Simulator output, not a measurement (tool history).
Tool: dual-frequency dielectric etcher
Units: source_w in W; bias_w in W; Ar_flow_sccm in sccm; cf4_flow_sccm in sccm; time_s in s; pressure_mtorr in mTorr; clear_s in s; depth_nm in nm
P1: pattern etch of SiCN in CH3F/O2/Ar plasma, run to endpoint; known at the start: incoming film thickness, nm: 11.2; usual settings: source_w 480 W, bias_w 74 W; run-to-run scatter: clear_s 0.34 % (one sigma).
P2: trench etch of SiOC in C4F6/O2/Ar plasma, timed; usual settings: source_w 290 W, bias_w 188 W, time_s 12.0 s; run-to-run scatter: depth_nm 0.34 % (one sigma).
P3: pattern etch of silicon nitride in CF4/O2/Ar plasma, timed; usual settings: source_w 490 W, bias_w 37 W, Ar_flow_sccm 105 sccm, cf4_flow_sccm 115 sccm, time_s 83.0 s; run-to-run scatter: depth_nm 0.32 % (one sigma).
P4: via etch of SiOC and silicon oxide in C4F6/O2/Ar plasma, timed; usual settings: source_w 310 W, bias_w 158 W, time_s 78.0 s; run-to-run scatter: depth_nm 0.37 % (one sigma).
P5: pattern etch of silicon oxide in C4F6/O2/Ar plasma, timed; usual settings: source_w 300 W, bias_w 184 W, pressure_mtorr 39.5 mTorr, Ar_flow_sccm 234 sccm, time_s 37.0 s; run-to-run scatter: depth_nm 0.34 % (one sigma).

run	day	process	source_w	bias_w	Ar_flow_sccm	cf4_flow_sccm	time_s	pressure_mtorr	hours since the last wet clean	hours since the last source power generator calibration	hours since the last bias power generator calibration	clear_s	depth_nm
1	0.400	P1	480	74					395.0	469.9	2153.0	27.200	
2	0.933	P3	490	24	105	115	83.0		407.8	482.7	2165.8		121.140
3	1.625	P5	300	184	316		37.0	39.5	424.4	499.3	2182.4		96.071
4	2.275	P2	290	188			16.5		440.0	514.9	2198.0		30.779
5	2.925	P3	490	37	105	115	83.0		455.6	530.5	2213.6		139.390
6	3.596	P2	290	116			12.0		471.7	546.6	2229.7		19.206
7	3.942	P5	300	184	234		54.5	39.5	480.0	554.9	2238.0		146.670
8	4.367	P1	390	74					490.2	565.1	2248.2	29.299	
9	4.996	P1	480	99					505.3	580.2	2263.3	24.447	
10	5.725	P4	310	158			78.0		522.8	597.7	2280.8		76.283
11	6.279	P2	230	188			12.0		536.1	611.0	2294.1		20.469
12	6.712	P1	480	74					546.5	621.4	2304.5	27.126	
13	7.396	P3	490	37	63	115	83.0		562.9	637.8	2320.9		148.130
14	8.046	P4	190	158			78.0		578.5	653.4	2336.5		63.422
15	8.517	P4	310	158			43.0		589.8	664.7	2347.8		42.293
16	9.158	P1	370	58					605.2	680.1	2363.2	32.769	
17	9.871	P1	480	74					622.3	697.2	2380.3	27.005	
18	10.400	P5	300	184	234		37.0	50.0	635.0	709.9	2393.0		96.587
19	10.996	P2	290	188			12.0		649.3	724.2	2407.3		22.391
20	11.575	P1	480	74					663.2	738.1	2421.2	27.058	
21	12.212	P1	400	88					678.5	753.4	2436.5	27.335	
22	12.688	P3	490	37	105	87	83.0		689.9	764.8	2447.9		134.490
23	13.346	P5	300	184	234		37.0	39.5	705.7	780.6	2463.7		99.526
24	13.833	P5	300	246	234		37.0	39.5	717.4	792.3	2475.4		110.670
25	14.171	P1	650	74					725.5	800.4	2483.5	24.146	
26	14.683	P3	490	37	105	115	116.5		737.8	812.7	2495.8		195.870
27	15.042	P3	390	37	105	115	83.0		746.4	821.3	2504.4		114.080
28	15.712	P1	480	60					762.5	837.4	2520.5	29.292	
29	16.133	P4	310	222			78.0		772.6	847.5	2530.6		84.899
30	16.862	P1	480	74					790.1	865.0	2548.1	27.280	
31	17.600	P3	490	37	105	115	83.0		807.8	882.7	2565.8		139.410
32	18.204	P5	370	184	234		37.0	39.5	822.3	897.2	2580.3		107.770
33	18.833	P1	480	74					837.4	912.3	2595.4	27.058	
34	19.371	P1	480	74					850.3	925.2	2608.3	26.999	
35	19.862	P1	480	74					862.1	937.0	2620.1	26.938	
36	20.458	P1	480	74					876.4	951.3	2634.4	26.907	
37	20.854	P1	480	74					885.9	960.8	2643.9	26.702	
38	21.358	P1	480	74					898.0	972.9	2656.0	26.788	
39	21.929	P1	480	74					911.7	986.6	2669.7	26.785	
40	22.304	P1	480	74					920.7	995.6	2678.7	26.771	
# day 22.617: wet clean of the chamber
41	22.738	P1	480	74					2.9	1006.0	2689.1	26.749	
42	23.471	P1	480	74					20.5	1023.6	2706.7	26.728	
43	23.896	P1	480	74					30.7	1033.8	2716.9	26.725	
44	24.388	P1	480	74					42.5	1045.6	2728.7	26.610	

What P1 gives has crept away from where it was. These 2 causes fit the log equally well, each at the size given:
A: bias power that arrives over what is set, % = 5
B: source power that arrives over what is set, % = 4.66
The creep began at about day 18.833.
Why every other cause is out:
chamber walls in a state that raises the etch rate, %: serviced at day 22.617, which brought nothing back

4 check runs are offered, one wafer each, their results left as question marks. Which one tells the causes apart?
check 1	24.879	P4	200	158			45.0						?
check 2	24.879	P2	290	130			12.0						?
check 3	24.879	P3	490	24	68	115	83.0						?
check 4	24.879	P5	300	184	316		37.0	39.5					?

What each check would give under each cause:
check	result	if A	if B
check 1	depth_nm	37.726	37.779
check 2	depth_nm	20.211	20.276
check 3	depth_nm	130.470	134.030
check 4	depth_nm	98.052	98.221
How far apart the two closest causes lie, in the result that separates them most: check 1 0.14 %; check 2 0.32 %; check 3 2.69 %; check 4 0.17 %
Only check 3 tells the causes apart: in the others they would give nearly the same result.

Then check 3 was run and gave: depth_nm 130.420 nm. Which cause is it?

It is A: bias power that arrives over what is set, %.

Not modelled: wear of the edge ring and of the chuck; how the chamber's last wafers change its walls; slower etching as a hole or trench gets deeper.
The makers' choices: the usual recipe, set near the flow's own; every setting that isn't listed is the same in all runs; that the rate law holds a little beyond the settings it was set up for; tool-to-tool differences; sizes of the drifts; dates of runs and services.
